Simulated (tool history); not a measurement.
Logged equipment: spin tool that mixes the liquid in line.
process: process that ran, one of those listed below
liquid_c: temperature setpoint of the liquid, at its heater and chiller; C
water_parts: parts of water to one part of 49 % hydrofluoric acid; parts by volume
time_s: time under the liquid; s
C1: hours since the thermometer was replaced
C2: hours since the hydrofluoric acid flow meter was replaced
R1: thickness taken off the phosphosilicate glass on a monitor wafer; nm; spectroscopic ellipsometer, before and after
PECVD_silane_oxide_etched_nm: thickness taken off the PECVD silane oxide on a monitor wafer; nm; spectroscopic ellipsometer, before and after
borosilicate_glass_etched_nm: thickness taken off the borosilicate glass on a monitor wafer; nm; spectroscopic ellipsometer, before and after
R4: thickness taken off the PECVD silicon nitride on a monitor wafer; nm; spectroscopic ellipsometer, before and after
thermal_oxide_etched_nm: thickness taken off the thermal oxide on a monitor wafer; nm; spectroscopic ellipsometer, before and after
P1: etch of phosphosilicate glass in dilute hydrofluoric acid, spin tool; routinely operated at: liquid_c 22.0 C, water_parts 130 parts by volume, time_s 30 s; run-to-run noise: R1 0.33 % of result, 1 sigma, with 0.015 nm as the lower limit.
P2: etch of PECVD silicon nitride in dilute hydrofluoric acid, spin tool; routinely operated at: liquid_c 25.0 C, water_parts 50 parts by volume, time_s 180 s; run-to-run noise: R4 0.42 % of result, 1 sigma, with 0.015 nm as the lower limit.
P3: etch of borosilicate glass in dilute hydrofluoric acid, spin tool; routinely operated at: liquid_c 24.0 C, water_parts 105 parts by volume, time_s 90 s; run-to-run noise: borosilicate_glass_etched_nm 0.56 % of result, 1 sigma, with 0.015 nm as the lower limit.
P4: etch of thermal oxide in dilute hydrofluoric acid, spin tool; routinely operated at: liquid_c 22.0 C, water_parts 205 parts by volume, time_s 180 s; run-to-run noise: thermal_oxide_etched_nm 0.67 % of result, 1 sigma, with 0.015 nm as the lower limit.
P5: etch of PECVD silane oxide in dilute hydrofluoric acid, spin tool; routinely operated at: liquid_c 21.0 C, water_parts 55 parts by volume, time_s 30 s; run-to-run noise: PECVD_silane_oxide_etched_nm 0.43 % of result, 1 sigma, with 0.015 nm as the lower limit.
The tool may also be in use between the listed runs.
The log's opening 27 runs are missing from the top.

Run 28, hour 210.6: process P1, liquid_c 22.0 C, water_parts 130 parts by volume, time_s 30 s; C1 1294.7; C2 118.9. Result: R1 26.539 nm.
Run 29, hour 219.3: process P2, liquid_c 25.0 C, water_parts 50 parts by volume, time_s 15 s; C1 1303.4; C2 127.6. Result: R4 1.7686 nm.
Run 30, hour 229.2: process P4, liquid_c 28.0 C, water_parts 205 parts by volume, time_s 180 s; C1 1313.3; C2 137.5. Result: thermal_oxide_etched_nm 4.23600 nm.
Run 31, hour 234.6: process P5, liquid_c 21.0 C, water_parts 55 parts by volume, time_s 30 s; C1 1318.7; C2 142.9. Result: PECVD_silane_oxide_etched_nm 21.888 nm.
Run 32, hour 243.9: process P1, liquid_c 22.0 C, water_parts 130 parts by volume, time_s 30 s; C1 1328.0; C2 152.2. Result: R1 26.358 nm.
Run 33, hour 252.7: process P1, liquid_c 22.0 C, water_parts 130 parts by volume, time_s 30 s; C1 1336.8; C2 161.0. Result: R1 27.431 nm.
Run 34, hour 259.3: process P1, liquid_c 22.0 C, water_parts 130 parts by volume, time_s 30 s; C1 1343.4; C2 167.6. Result: R1 27.957 nm.
Run 35, hour 265.2: process P1, liquid_c 22.0 C, water_parts 130 parts by volume, time_s 30 s; C1 1349.3; C2 173.5. Result: R1 28.231 nm.
Run 36, hour 272.0: process P1, liquid_c 22.0 C, water_parts 130 parts by volume, time_s 30 s; C1 1356.1; C2 180.3. Result: R1 28.505 nm.
Run 37, hour 277.5: process P1, liquid_c 22.0 C, water_parts 130 parts by volume, time_s 30 s; C1 1361.6; C2 185.8. Result: R1 28.363 nm.

Predict the results of run 38:
Run 38, hour 283.8: process P1, liquid_c 22.0 C, water_parts 130 parts by volume, time_s 30 s; C1 1367.9; C2 192.1. Result: R1 ?.

R1: 28.757 nm
